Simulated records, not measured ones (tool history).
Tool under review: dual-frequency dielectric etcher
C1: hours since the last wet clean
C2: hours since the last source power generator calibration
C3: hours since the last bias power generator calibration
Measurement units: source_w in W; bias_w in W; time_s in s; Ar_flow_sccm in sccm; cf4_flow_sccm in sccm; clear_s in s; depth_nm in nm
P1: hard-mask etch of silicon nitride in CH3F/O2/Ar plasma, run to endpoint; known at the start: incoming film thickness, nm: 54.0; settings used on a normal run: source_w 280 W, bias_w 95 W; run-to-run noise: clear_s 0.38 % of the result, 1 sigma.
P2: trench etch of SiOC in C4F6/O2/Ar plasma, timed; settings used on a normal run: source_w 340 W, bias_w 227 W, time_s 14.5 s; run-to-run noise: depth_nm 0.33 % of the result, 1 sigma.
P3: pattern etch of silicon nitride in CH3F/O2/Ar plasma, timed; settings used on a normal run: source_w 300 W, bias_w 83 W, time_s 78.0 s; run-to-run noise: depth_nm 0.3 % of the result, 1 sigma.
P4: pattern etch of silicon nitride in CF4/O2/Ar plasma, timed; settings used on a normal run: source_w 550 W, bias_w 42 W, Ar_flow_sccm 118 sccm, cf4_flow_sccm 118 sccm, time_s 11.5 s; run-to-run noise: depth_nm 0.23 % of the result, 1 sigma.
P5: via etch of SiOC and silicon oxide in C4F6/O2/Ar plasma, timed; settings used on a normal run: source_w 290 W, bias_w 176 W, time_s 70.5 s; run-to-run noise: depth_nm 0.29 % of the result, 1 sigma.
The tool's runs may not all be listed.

run 1 day=0.371 | process=P1 source_w=280 bias_w=95 | C1=128.1 C2=559.9 C3=729.8 | clear_s=81.931
run 2 day=0.650 | process=P1 source_w=280 bias_w=95 | C1=134.8 C2=566.6 C3=736.5 | clear_s=81.619
run 3 day=1.058 | process=P1 source_w=210 bias_w=117 | C1=144.6 C2=576.4 C3=746.3 | clear_s=83.729
run 4 day=1.488 | process=P2 source_w=340 bias_w=227 time_s=14.5 | C1=154.9 C2=586.7 C3=756.6 | depth_nm=30.576
run 5 day=1.725 | process=P1 source_w=280 bias_w=95 | C1=160.6 C2=592.4 C3=762.3 | clear_s=81.848
run 6 day=2.125 | process=P5 source_w=290 bias_w=176 time_s=70.5 | C1=170.2 C2=602.0 C3=771.9 | depth_nm=68.229
run 7 day=2.429 | process=P2 source_w=210 bias_w=227 time_s=14.5 | C1=177.5 C2=609.3 C3=779.2 | depth_nm=25.455
run 8 day=2.633 | process=P4 source_w=550 bias_w=42 time_s=11.5 Ar_flow_sccm=140 cf4_flow_sccm=118 | C1=182.4 C2=614.2 C3=784.1 | depth_nm=21.205
run 9 day=2.904 | process=P4 source_w=550 bias_w=42 time_s=6.5 Ar_flow_sccm=118 cf4_flow_sccm=118 | C1=188.9 C2=620.7 C3=790.6 | depth_nm=12.302
run 10 day=3.258 | process=P1 source_w=280 bias_w=126 | C1=197.4 C2=629.2 C3=799.1 | clear_s=73.455
run 11 day=3.721 | process=P1 source_w=280 bias_w=65 | C1=208.5 C2=640.3 C3=810.2 | clear_s=93.895
run 12 day=3.933 | process=P2 source_w=340 bias_w=227 time_s=14.5 | C1=213.6 C2=645.4 C3=815.3 | depth_nm=30.449
run 13 day=4.388 | process=P1 source_w=210 bias_w=95 | C1=224.5 C2=656.3 C3=826.2 | clear_s=91.347
run 14 day=4.800 | process=P1 source_w=370 bias_w=68 | C1=234.4 C2=666.2 C3=836.1 | clear_s=82.782
run 15 day=5.058 | process=P5 source_w=290 bias_w=176 time_s=70.5 | C1=240.6 C2=672.4 C3=842.3 | depth_nm=67.863
run 16 day=5.479 | process=P4 source_w=420 bias_w=42 time_s=11.5 Ar_flow_sccm=118 cf4_flow_sccm=118 | C1=250.7 C2=682.5 C3=852.4 | depth_nm=17.162
run 17 day=5.929 | process=P2 source_w=340 bias_w=306 time_s=14.5 | C1=261.5 C2=693.3 C3=863.2 | depth_nm=33.869
run 18 day=6.158 | process=P5 source_w=290 bias_w=242 time_s=70.5 | C1=267.0 C2=698.8 C3=868.7 | depth_nm=75.857
run 19 day=6.362 | process=P3 source_w=300 bias_w=83 time_s=78.0 | C1=271.9 C2=703.7 C3=873.6 | depth_nm=51.743
run 20 day=6.679 | process=P1 source_w=280 bias_w=95 | C1=279.5 C2=711.3 C3=881.2 | clear_s=82.019
run 21 day=7.121 | process=P1 source_w=280 bias_w=95 | C1=290.1 C2=721.9 C3=891.8 | clear_s=81.769
run 22 day=7.562 | process=P1 source_w=210 bias_w=75 | C1=300.7 C2=732.5 C3=902.4 | clear_s=99.547
run 23 day=7.892 | process=P3 source_w=300 bias_w=50 time_s=78.0 | C1=308.6 C2=740.4 C3=910.3 | depth_nm=43.752
-- day=8.038 source power generator calibrated
run 24 day=8.312 | process=P1 source_w=280 bias_w=95 | C1=318.7 C2=6.7 C3=920.4 | clear_s=81.673
run 25 day=8.746 | process=P5 source_w=290 bias_w=176 time_s=39.5 | C1=329.1 C2=17.1 C3=930.8 | depth_nm=38.077
run 26 day=9.171 | process=P2 source_w=340 bias_w=227 time_s=19.5 | C1=339.3 C2=27.3 C3=941.0 | depth_nm=41.138
run 27 day=9.433 | process=P5 source_w=410 bias_w=176 time_s=70.5 | C1=345.6 C2=33.6 C3=947.3 | depth_nm=78.046
run 28 day=9.850 | process=P3 source_w=240 bias_w=83 time_s=78.0 | C1=355.6 C2=43.6 C3=957.3 | depth_nm=47.973
run 29 day=10.267 | process=P4 source_w=550 bias_w=42 time_s=11.5 Ar_flow_sccm=118 cf4_flow_sccm=118 | C1=365.6 C2=53.6 C3=967.3 | depth_nm=21.747
run 30 day=10.467 | process=P4 source_w=550 bias_w=42 time_s=11.5 Ar_flow_sccm=118 cf4_flow_sccm=158 | C1=370.4 C2=58.4 C3=972.1 | depth_nm=22.503
run 31 day=10.858 | process=P4 source_w=550 bias_w=57 time_s=11.5 Ar_flow_sccm=118 cf4_flow_sccm=118 | C1=379.8 C2=67.8 C3=981.5 | depth_nm=24.339
run 32 day=11.246 | process=P3 source_w=300 bias_w=83 time_s=111.5 | C1=389.1 C2=77.1 C3=990.8 | depth_nm=74.377
run 33 day=11.704 | process=P1 source_w=380 bias_w=95 | C1=400.1 C2=88.1 C3=1001.8 | clear_s=72.415
run 34 day=11.988 | process=P1 source_w=280 bias_w=95 | C1=406.9 C2=94.9 C3=1008.6 | clear_s=82.042
run 35 day=12.188 | process=P1 source_w=280 bias_w=95 | C1=411.7 C2=99.7 C3=1013.4 | clear_s=82.325
run 36 day=12.442 | process=P1 source_w=280 bias_w=95 | C1=417.8 C2=105.8 C3=1019.5 | clear_s=82.938
run 37 day=12.675 | process=P1 source_w=280 bias_w=95 | C1=423.4 C2=111.4 C3=1025.1 | clear_s=83.203
run 38 day=12.954 | process=P1 source_w=280 bias_w=95 | C1=430.1 C2=118.1 C3=1031.8 | clear_s=83.124
-- day=12.996 wet clean of the chamber
run 39 day=13.304 | process=P1 source_w=280 bias_w=95 | C1=7.5 C2=126.5 C3=1040.2 | clear_s=83.310
run 40 day=13.579 | process=P1 source_w=280 bias_w=95 | C1=14.1 C2=133.1 C3=1046.8 | clear_s=83.270

P1 no longer gives what it gave before; its output has crept away from where it was. The following 2 causes, each at its listed size, fit the log equally well:
A: bias power that arrives under what is set, % = 4.99
B: source power that arrives under what is set, % = 4.99
The onset of the drift is placed at about day 11.988.
Ruled out, with reasons:
chamber walls in a state that lowers the etch rate, %: serviced at day 12.996, after the drift had started, without restoring the earlier output

Listed below are the offered check runs, one wafer per run, with question marks in place of results. For which of them would the causes give clearly different outcomes?
run check 1 day=13.854 | process=P5 source_w=290 bias_w=215 time_s=57.0 | depth_nm=?
run check 2 day=13.854 | process=P4 source_w=550 bias_w=42 time_s=7.0 Ar_flow_sccm=118 cf4_flow_sccm=118 | depth_nm=?
run check 3 day=13.854 | process=P2 source_w=240 bias_w=288 time_s=14.5 | depth_nm=?
run check 4 day=13.854 | process=P3 source_w=300 bias_w=55 time_s=97.5 | depth_nm=?

Check results expected under each cause:
check=check_1 result=depth_nm if_A=57.893 if_B=57.770
check=check_2 result=depth_nm if_A=12.975 if_B=12.634
check=check_3 result=depth_nm if_A=28.546 if_B=28.518
check=check_4 result=depth_nm if_A=55.507 if_B=55.347
Smallest distance between any two causes, each pair judged by its most separating result, in per cent: check 1 0.21 %; check 2 2.67 %; check 3 0.1 %; check 4 0.29 %
Check 2 tells the causes apart: in the others they would give nearly the same result.

After running check 2, the following was obtained: depth_nm 12.629 nm. Which cause does this point to?

The correct cause is B, namely: source power that arrives under what is set, %.
